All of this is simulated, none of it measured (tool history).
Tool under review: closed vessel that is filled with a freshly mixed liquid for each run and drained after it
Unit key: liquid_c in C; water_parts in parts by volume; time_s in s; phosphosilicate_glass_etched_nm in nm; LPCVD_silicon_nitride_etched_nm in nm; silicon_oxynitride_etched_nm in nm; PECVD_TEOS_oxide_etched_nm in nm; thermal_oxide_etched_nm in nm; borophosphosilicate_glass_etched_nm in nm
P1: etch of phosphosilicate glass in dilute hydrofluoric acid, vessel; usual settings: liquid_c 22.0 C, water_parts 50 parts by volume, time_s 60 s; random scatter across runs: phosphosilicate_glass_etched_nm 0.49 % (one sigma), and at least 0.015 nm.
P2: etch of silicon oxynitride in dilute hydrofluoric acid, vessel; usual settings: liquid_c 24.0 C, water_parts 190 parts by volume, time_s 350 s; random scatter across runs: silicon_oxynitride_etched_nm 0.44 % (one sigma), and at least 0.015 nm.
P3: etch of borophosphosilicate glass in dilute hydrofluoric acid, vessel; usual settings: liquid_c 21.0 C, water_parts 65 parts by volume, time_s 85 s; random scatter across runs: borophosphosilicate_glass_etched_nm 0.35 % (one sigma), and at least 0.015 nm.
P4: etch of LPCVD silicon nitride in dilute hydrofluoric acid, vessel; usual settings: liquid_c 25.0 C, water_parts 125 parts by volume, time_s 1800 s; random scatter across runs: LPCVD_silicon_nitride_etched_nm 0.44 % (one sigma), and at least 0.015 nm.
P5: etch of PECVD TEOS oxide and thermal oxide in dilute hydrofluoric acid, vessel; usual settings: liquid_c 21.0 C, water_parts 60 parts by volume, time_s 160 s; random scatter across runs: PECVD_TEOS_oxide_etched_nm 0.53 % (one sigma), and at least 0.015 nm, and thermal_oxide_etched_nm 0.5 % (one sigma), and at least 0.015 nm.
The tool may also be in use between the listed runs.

| run | hour | process | liquid_c | water_parts | time_s | hours since the thermometer was replaced | hours since the hydrofluoric acid flow meter was replaced | phosphosilicate_glass_etched_nm | LPCVD_silicon_nitride_etched_nm | silicon_oxynitride_etched_nm | PECVD_TEOS_oxide_etched_nm | thermal_oxide_etched_nm | borophosphosilicate_glass_etched_nm |
|---|---|---|---|---|---|---|---|---|---|---|---|---|---|
| 1 | 11.9 | P1 | 22.0 | 50 | 60 | 800.0 | 1425.9 | 166.730 |  |  |  |  |  |
| 2 | 17.8 | P4 | 25.0 | 225 | 1800 | 805.9 | 1431.8 |  | 4.4971 |  |  |  |  |
| 3 | 28.3 | P1 | 22.0 | 50 | 60 | 816.4 | 1442.3 | 167.340 |  |  |  |  |  |
| 4 | 37.5 | P4 | 25.0 | 125 | 3515 | 825.6 | 1451.5 |  | 15.6100 |  |  |  |  |
| 5 | 48.9 | P2 | 24.0 | 190 | 625 | 837.0 | 1462.9 |  |  | 7.9434 |  |  |  |
| 6 | 58.2 | P5 | 21.0 | 110 | 160 | 846.3 | 1472.2 |  |  |  | 11.671 | 6.049 |  |
| 7 | 68.1 | P4 | 25.0 | 125 | 1800 | 856.2 | 1482.1 |  | 8.0833 |  |  |  |  |
| 8 | 76.8 | P3 | 21.0 | 65 | 170 | 864.9 | 1490.8 |  |  |  |  |  | 114.550 |
| 9 | 87.0 | P2 | 24.0 | 190 | 350 | 875.1 | 1501.0 |  |  | 4.4863 |  |  |  |
| 10 | 95.4 | P1 | 28.5 | 50 | 60 | 883.5 | 1509.4 | 218.540 |  |  |  |  |  |
| 11 | 105.8 | P3 | 21.0 | 110 | 85 | 893.9 | 1519.8 |  |  |  |  |  | 32.277 |
| 12 | 114.6 | P1 | 22.0 | 25 | 60 | 902.7 | 1528.6 | 344.660 |  |  |  |  |  |
| 13 | 124.1 | P1 | 22.0 | 90 | 60 | 912.2 | 1538.1 | 87.899 |  |  |  |  |  |
| 14 | 132.1 | P1 | 22.0 | 50 | 60 | 920.2 | 1546.1 | 167.620 |  |  |  |  |  |
| 15 | 141.9 | P2 | 24.0 | 190 | 350 | 930.0 | 1555.9 |  |  | 4.4867 |  |  |  |
| 16 | 149.1 | P1 | 17.0 | 50 | 30 | 937.2 | 1563.1 | 68.008 |  |  |  |  |  |
| 17 | 159.6 | P5 | 21.0 | 60 | 160 | 947.7 | 1573.6 |  |  |  | 22.498 | 11.889 |  |
| 18 | 168.5 | P3 | 21.0 | 65 | 85 | 956.6 | 1582.5 |  |  |  |  |  | 57.703 |
| 19 | 178.6 | P1 | 22.0 | 50 | 60 | 966.7 | 1592.6 | 169.300 |  |  |  |  |  |
| 20 | 191.0 | P5 | 21.0 | 60 | 305 | 979.1 | 1605.0 |  |  |  | 43.252 | 22.740 |  |
| 21 | 202.4 | P1 | 22.0 | 50 | 30 | 990.5 | 1616.4 | 83.726 |  |  |  |  |  |
| 22 | 214.9 | P1 | 22.0 | 50 | 95 | 1003.0 | 1628.9 | 264.360 |  |  |  |  |  |
| 23 | 227.6 | P1 | 22.0 | 50 | 60 | 1015.7 | 1641.6 | 166.010 |  |  |  |  |  |
| 24 | 233.8 | P1 | 22.0 | 20 | 30 | 1021.9 | 1647.8 | 217.300 |  |  |  |  |  |

Estimate the outcome of run 25 from the log above:
| 25 | 240.6 | P3 | 21.0 | 65 | 85 | 1028.7 | 1654.6 |  |  |  |  |  | ? |

Run 25 gave borophosphosilicate_glass_etched_nm 57.639 nm.
